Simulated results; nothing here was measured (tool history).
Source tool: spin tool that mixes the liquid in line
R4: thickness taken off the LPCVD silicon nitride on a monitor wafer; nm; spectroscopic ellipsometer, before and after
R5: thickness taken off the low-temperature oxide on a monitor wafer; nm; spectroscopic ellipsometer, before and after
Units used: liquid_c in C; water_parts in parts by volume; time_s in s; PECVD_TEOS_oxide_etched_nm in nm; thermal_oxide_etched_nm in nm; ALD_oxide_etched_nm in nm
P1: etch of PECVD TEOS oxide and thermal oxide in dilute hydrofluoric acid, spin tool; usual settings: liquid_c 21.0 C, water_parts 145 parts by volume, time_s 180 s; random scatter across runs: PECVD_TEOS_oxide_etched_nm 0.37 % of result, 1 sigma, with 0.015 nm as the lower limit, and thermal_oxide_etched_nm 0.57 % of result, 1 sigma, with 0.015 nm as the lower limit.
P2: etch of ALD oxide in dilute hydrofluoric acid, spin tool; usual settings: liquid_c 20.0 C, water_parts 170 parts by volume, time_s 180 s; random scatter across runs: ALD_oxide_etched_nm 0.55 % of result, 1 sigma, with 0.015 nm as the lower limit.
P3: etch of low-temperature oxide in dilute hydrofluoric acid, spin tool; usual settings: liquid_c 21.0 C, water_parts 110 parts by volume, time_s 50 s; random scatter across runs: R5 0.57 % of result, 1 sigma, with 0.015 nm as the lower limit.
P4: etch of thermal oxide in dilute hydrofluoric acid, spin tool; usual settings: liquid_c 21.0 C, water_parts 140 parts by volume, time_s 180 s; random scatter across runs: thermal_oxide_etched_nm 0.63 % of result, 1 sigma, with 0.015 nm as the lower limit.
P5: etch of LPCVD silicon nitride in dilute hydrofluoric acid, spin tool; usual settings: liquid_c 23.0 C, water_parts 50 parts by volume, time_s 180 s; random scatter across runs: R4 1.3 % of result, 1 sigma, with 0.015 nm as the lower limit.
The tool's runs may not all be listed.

Run 1, hour 12.1: process P1, liquid_c 21.0 C, water_parts 145 parts by volume, time_s 180 s. Result: PECVD_TEOS_oxide_etched_nm 12.0750 nm, thermal_oxide_etched_nm 5.13810 nm.
Run 2, hour 23.9: process P2, liquid_c 17.0 C, water_parts 170 parts by volume, time_s 180 s. Result: ALD_oxide_etched_nm 18.640 nm.
Run 3, hour 34.8: process P4, liquid_c 21.0 C, water_parts 140 parts by volume, time_s 30 s. Result: thermal_oxide_etched_nm 0.82482 nm.
Run 4, hour 44.9: process P2, liquid_c 20.0 C, water_parts 170 parts by volume, time_s 285 s. Result: ALD_oxide_etched_nm 33.584 nm.
Run 5, hour 58.3: process P1, liquid_c 21.0 C, water_parts 255 parts by volume, time_s 180 s. Result: PECVD_TEOS_oxide_etched_nm 6.1415 nm, thermal_oxide_etched_nm 2.57510 nm.
Run 6, hour 71.1: process P1, liquid_c 21.0 C, water_parts 145 parts by volume, time_s 180 s. Result: PECVD_TEOS_oxide_etched_nm 12.0330 nm, thermal_oxide_etched_nm 5.06760 nm.
Run 7, hour 80.0: process P1, liquid_c 21.0 C, water_parts 80 parts by volume, time_s 55 s. Result: PECVD_TEOS_oxide_etched_nm 7.1928 nm, thermal_oxide_etched_nm 3.04560 nm.
Run 8, hour 88.7: process P1, liquid_c 21.0 C, water_parts 145 parts by volume, time_s 180 s. Result: PECVD_TEOS_oxide_etched_nm 12.0620 nm, thermal_oxide_etched_nm 5.13520 nm.
Run 9, hour 101.2: process P5, liquid_c 23.0 C, water_parts 90 parts by volume, time_s 180 s. Result: R4 0.87703 nm.
Run 10, hour 111.5: process P1, liquid_c 21.0 C, water_parts 145 parts by volume, time_s 180 s. Result: PECVD_TEOS_oxide_etched_nm 12.1110 nm, thermal_oxide_etched_nm 5.09250 nm.
Run 11, hour 129.4: process P1, liquid_c 17.0 C, water_parts 145 parts by volume, time_s 180 s. Result: PECVD_TEOS_oxide_etched_nm 10.3090 nm, thermal_oxide_etched_nm 4.37570 nm.
Run 12, hour 137.9: process P1, liquid_c 21.0 C, water_parts 145 parts by volume, time_s 180 s. Result: PECVD_TEOS_oxide_etched_nm 12.0900 nm, thermal_oxide_etched_nm 5.09720 nm.
Run 13, hour 151.9: process P1, liquid_c 17.0 C, water_parts 35 parts by volume, time_s 180 s. Result: PECVD_TEOS_oxide_etched_nm 47.8670 nm, thermal_oxide_etched_nm 20.23100 nm.
Run 14, hour 164.0: process P4, liquid_c 21.0 C, water_parts 140 parts by volume, time_s 180 s. Result: thermal_oxide_etched_nm 4.99120 nm.
Run 15, hour 181.6: process P4, liquid_c 21.0 C, water_parts 60 parts by volume, time_s 180 s. Result: thermal_oxide_etched_nm 12.75900 nm.
Run 16, hour 191.7: process P4, liquid_c 21.0 C, water_parts 140 parts by volume, time_s 180 s. Result: thermal_oxide_etched_nm 4.97330 nm.
Run 17, hour 206.5: process P3, liquid_c 29.5 C, water_parts 110 parts by volume, time_s 50 s. Result: R5 8.9578 nm.
Run 18, hour 223.3: process P2, liquid_c 20.0 C, water_parts 270 parts by volume, time_s 180 s. Result: ALD_oxide_etched_nm 12.000 nm.
Run 19, hour 233.4: process P2, liquid_c 20.0 C, water_parts 170 parts by volume, time_s 180 s. Result: ALD_oxide_etched_nm 21.218 nm.
Run 20, hour 251.4: process P1, liquid_c 21.0 C, water_parts 145 parts by volume, time_s 180 s. Result: PECVD_TEOS_oxide_etched_nm 12.1000 nm, thermal_oxide_etched_nm 5.10920 nm.
Run 21, hour 260.0: process P3, liquid_c 21.0 C, water_parts 110 parts by volume, time_s 50 s. Result: R5 6.4775 nm.
Run 22, hour 271.1: process P5, liquid_c 23.0 C, water_parts 50 parts by volume, time_s 315 s. Result: R4 2.72340 nm.
Run 23, hour 289.4: process P3, liquid_c 21.0 C, water_parts 110 parts by volume, time_s 15 s. Result: R5 1.9103 nm.
Run 24, hour 303.2: process P5, liquid_c 23.0 C, water_parts 50 parts by volume, time_s 180 s. Result: R4 1.53940 nm.
Run 25, hour 319.4: process P4, liquid_c 17.0 C, water_parts 140 parts by volume, time_s 180 s. Result: thermal_oxide_etched_nm 4.22190 nm.
Run 26, hour 330.7: process P1, liquid_c 21.0 C, water_parts 145 parts by volume, time_s 50 s. Result: PECVD_TEOS_oxide_etched_nm 3.3724 nm, thermal_oxide_etched_nm 1.40960 nm.
Run 27, hour 340.3: process P1, liquid_c 21.0 C, water_parts 145 parts by volume, time_s 285 s. Result: PECVD_TEOS_oxide_etched_nm 19.0750 nm, thermal_oxide_etched_nm 7.99500 nm.
Run 28, hour 355.3: process P3, liquid_c 21.0 C, water_parts 45 parts by volume, time_s 50 s. Result: R5 16.9360 nm.
Run 29, hour 369.9: process P1, liquid_c 21.0 C, water_parts 90 parts by volume, time_s 180 s. Result: PECVD_TEOS_oxide_etched_nm 20.6890 nm, thermal_oxide_etched_nm 8.66110 nm.
Run 30, hour 384.2: process P5, liquid_c 23.0 C, water_parts 50 parts by volume, time_s 180 s. Result: R4 1.55430 nm.
Run 31, hour 403.3: process P5, liquid_c 27.0 C, water_parts 50 parts by volume, time_s 180 s. Result: R4 2.01360 nm.
Run 32, hour 415.5: process P1, liquid_c 24.5 C, water_parts 55 parts by volume, time_s 180 s. Result: PECVD_TEOS_oxide_etched_nm 41.0510 nm, thermal_oxide_etched_nm 17.26500 nm.
Run 33, hour 434.1: process P1, liquid_c 26.0 C, water_parts 145 parts by volume, time_s 180 s. Result: PECVD_TEOS_oxide_etched_nm 14.5810 nm, thermal_oxide_etched_nm 6.21770 nm.
Run 34, hour 450.3: process P1, liquid_c 21.0 C, water_parts 145 parts by volume, time_s 180 s. Result: PECVD_TEOS_oxide_etched_nm 12.1030 nm, thermal_oxide_etched_nm 5.06450 nm.
Run 35, hour 462.5: process P1, liquid_c 21.0 C, water_parts 145 parts by volume, time_s 180 s. Result: PECVD_TEOS_oxide_etched_nm 11.7280 nm, thermal_oxide_etched_nm 4.96800 nm.
Run 36, hour 480.6: process P1, liquid_c 21.0 C, water_parts 145 parts by volume, time_s 180 s. Result: PECVD_TEOS_oxide_etched_nm 11.5210 nm, thermal_oxide_etched_nm 4.91310 nm.
Run 37, hour 489.7: process P1, liquid_c 21.0 C, water_parts 145 parts by volume, time_s 180 s. Result: PECVD_TEOS_oxide_etched_nm 11.3760 nm, thermal_oxide_etched_nm 4.82180 nm.
Run 38, hour 506.8: process P1, liquid_c 21.0 C, water_parts 145 parts by volume, time_s 180 s. Result: PECVD_TEOS_oxide_etched_nm 11.4420 nm, thermal_oxide_etched_nm 4.77540 nm.
Run 39, hour 518.3: process P1, liquid_c 21.0 C, water_parts 145 parts by volume, time_s 180 s. Result: PECVD_TEOS_oxide_etched_nm 11.3630 nm, thermal_oxide_etched_nm 4.80350 nm.
Run 40, hour 536.0: process P1, liquid_c 21.0 C, water_parts 145 parts by volume, time_s 180 s. Result: PECVD_TEOS_oxide_etched_nm 11.3800 nm, thermal_oxide_etched_nm 4.76770 nm.
Run 41, hour 554.4: process P1, liquid_c 21.0 C, water_parts 145 parts by volume, time_s 180 s. Result: PECVD_TEOS_oxide_etched_nm 11.2710 nm, thermal_oxide_etched_nm 4.80310 nm.

What P1 gives has crept away from where it was. These 2 causes fit the log equally well, each at the size given:
A: hydrofluoric acid flow below the setpoint (%) = 5.58
B: liquid colder than its thermometer reads (K) = 1.68
The onset of the drift is placed at about hour 450.3.

4 check runs are offered, each on 5 wafers whose results are averaged, their results left as question marks. Which one tells the causes apart?
Run check 1, hour 572.8: process P4, liquid_c 21.0 C, water_parts 140 parts by volume, time_s 180 s. Result: thermal_oxide_etched_nm ?.
Run check 2, hour 572.8: process P5, liquid_c 23.0 C, water_parts 50 parts by volume, time_s 180 s. Result: R4 ?.
Run check 3, hour 572.8: process P3, liquid_c 21.0 C, water_parts 110 parts by volume, time_s 50 s. Result: R5 ?.
Run check 4, hour 572.8: process P2, liquid_c 20.0 C, water_parts 170 parts by volume, time_s 180 s. Result: ALD_oxide_etched_nm ?.

If the cause were each of the candidates in turn, the checks would give the following:
  check                   result     if A     if B
check 1  thermal_oxide_etched_nm  4.65460  4.65050
check 2                       R4  1.46560  1.38190
check 3                       R5   6.0469   6.0242
check 4      ALD_oxide_etched_nm   19.688   19.707
Per check, the gap between the least separated pair of causes, taken in the result that splits them most: check 1 0.09 %; check 2 5.88 %; check 3 0.38 %; check 4 0.1 %
Of the check runs offered, only check 2 discriminates between the causes; the rest would read about the same regardless of which cause applies.

Check 2 was then run and gave: R4 1.36710 nm. Which cause is it?

It is B: liquid colder than its thermometer reads (K).
